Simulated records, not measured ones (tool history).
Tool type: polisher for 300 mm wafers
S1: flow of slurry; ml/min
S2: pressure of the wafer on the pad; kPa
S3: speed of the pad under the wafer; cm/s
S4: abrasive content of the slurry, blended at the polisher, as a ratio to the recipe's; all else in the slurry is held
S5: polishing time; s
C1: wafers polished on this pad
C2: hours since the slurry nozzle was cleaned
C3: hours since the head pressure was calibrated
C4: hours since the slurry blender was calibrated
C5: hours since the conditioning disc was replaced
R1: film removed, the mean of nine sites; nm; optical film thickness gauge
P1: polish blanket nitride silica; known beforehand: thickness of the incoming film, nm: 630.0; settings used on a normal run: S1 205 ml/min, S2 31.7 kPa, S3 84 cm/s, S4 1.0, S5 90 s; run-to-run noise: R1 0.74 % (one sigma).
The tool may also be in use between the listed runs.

run   hour   S1    S2   S3   S4   S5    C1     C2     C3     C4     C5       R1
  1    8.8  205  31.7   84  1.0   90  1078  221.2  125.2  142.7  267.1   60.829
  2   23.0  205  31.7   84  1.0   90  1239  235.4  139.4  156.9  281.3   59.934
  3   32.2  205  31.7   84  1.0   47  1343  244.6  148.6  166.1  290.5   31.447
  4   43.9  205  31.7   84  0.7   90  1475  256.3  160.3  177.8  302.2   49.563
  5   59.1  205  31.7   84  1.3   90  1647  271.5  175.5  193.0  317.4   67.124
  6   70.6  205  31.7   84  1.0   90  1777  283.0  187.0  204.5  328.9   60.417
  7   80.5  205  44.8   84  1.0   90  1889  292.9  196.9  214.4  338.8   84.824
  8   96.1  205  31.7   84  1.0   90  2065  308.5  212.5  230.0  354.4   60.572
  9  106.1  260  31.7   84  1.0   90  2178  318.5  222.5  240.0  364.4   61.935
 10  122.0  205  31.7   84  1.0   90  2358  334.4  238.4  255.9  380.3   60.215
 11  132.5  205  31.7   40  1.0   90  2477  344.9  248.9  266.4  390.8   32.766
 12  146.7  205  47.6  118  1.0   90  2637  359.1  263.1  280.6  405.0  117.920
 13  156.9  130  31.7   84  1.0   90  2753  369.3  273.3  290.8  415.2   55.292
 14  166.9  205  31.7   84  1.0   90  2866  379.3  283.3  300.8  425.2   59.362
 15  175.9  205  31.7  116  0.6   90  2968  388.3  292.3  309.8  434.2   59.786
 16  186.6  205  31.7  132  1.0   90  3089  399.0  303.0  320.5  444.9   86.819
 17  194.2  205  31.7   84  1.0  115  3174  406.6  310.6  328.1  452.5   77.205
 18  205.6  205  14.5   84  1.0   90  3303  418.0  322.0  339.5  463.9   27.211
 19  221.2  205  31.7   84  1.0   90  3480  433.6  337.6  355.1  479.5   59.846
 20  229.9  205  31.7  132  1.0   54  3578  442.3  346.3  363.8  488.2   51.452
 21  245.7  205  31.7   84  1.0   90  3757  458.1  362.1  379.6  504.0   60.717
 22  256.9  205  31.7   84  1.0   90  3884  469.3  373.3  390.8  515.2   58.738
 23  269.2  205  31.7   84  1.0   90  4023  481.6  385.6  403.1  527.5   57.799
     275.3  -- worn pad replaced by a new one
 24  282.5  205  31.7   84  1.0   90    82  494.9  398.9  416.4  540.8   56.301
     288.0  -- conditioning disc replaced and pad reconditioned
 25  295.7  205  31.7   84  1.0   90   231  508.1  412.1  429.6    7.7   56.317
     300.9  -- slurry blender recalibrated
 26  303.0  205  31.7   84  1.0   90   313  515.4  419.4    2.1   15.0   56.016
 27  311.0  205  31.7   84  1.0   90   404  523.4  427.4   10.1   23.0   55.737
 28  320.0  205  31.7   84  1.0   90   506  532.4  436.4   19.1   32.0   55.865

What P1 gives has crept away from where it was. These 2 causes fit the log equally well, each at the size given:
A: head's pressure below its setpoint, % = 6.86
B: slurry flow missing at the pad, % = 36
The drift started at roughly hour 245.7.
Why every other cause is out:
removal rate lost through wear of the pad, %: was serviced at hour 275.3, once the creep was under way, yet the earlier output never came back
abrasive missing from the slurry, %: was serviced at hour 300.9, once the creep was under way, yet the earlier output never came back
time polished since the conditioner stopped cutting, s: was serviced at hour 288.0, once the creep was under way, yet the earlier output never came back

4 check runs are offered, each on 5 wafers whose results are averaged, their results left as question marks. Which one tells the causes apart?
check 1  329.0  205  31.7   46  1.00  52                       ?
check 2  329.0  145  31.7   84  1.00  90                       ?
check 3  329.0  205  31.7   84  1.25  90                       ?
check 4  329.0  205  31.7  128  1.25  90                       ?

What each check would give under each cause:
  check  result    if A    if B
check 1      R1  20.013  20.011
check 2      R1  53.203  51.809
check 3      R1  61.684  61.677
check 4      R1  86.400  86.390
Per-check spread between the two closest causes, in the result where they differ most: check 1 0.01 %; check 2 2.66 %; check 3 0.01 %; check 4 0.01 %
Check 2 distinguishes between the causes, while the remaining checks would return nearly the same result for all of them.

Check 2 was carried out, with these results: R1 52.184 nm. Which of the listed causes is responsible?

The correct cause is B, namely: slurry flow missing at the pad, %.

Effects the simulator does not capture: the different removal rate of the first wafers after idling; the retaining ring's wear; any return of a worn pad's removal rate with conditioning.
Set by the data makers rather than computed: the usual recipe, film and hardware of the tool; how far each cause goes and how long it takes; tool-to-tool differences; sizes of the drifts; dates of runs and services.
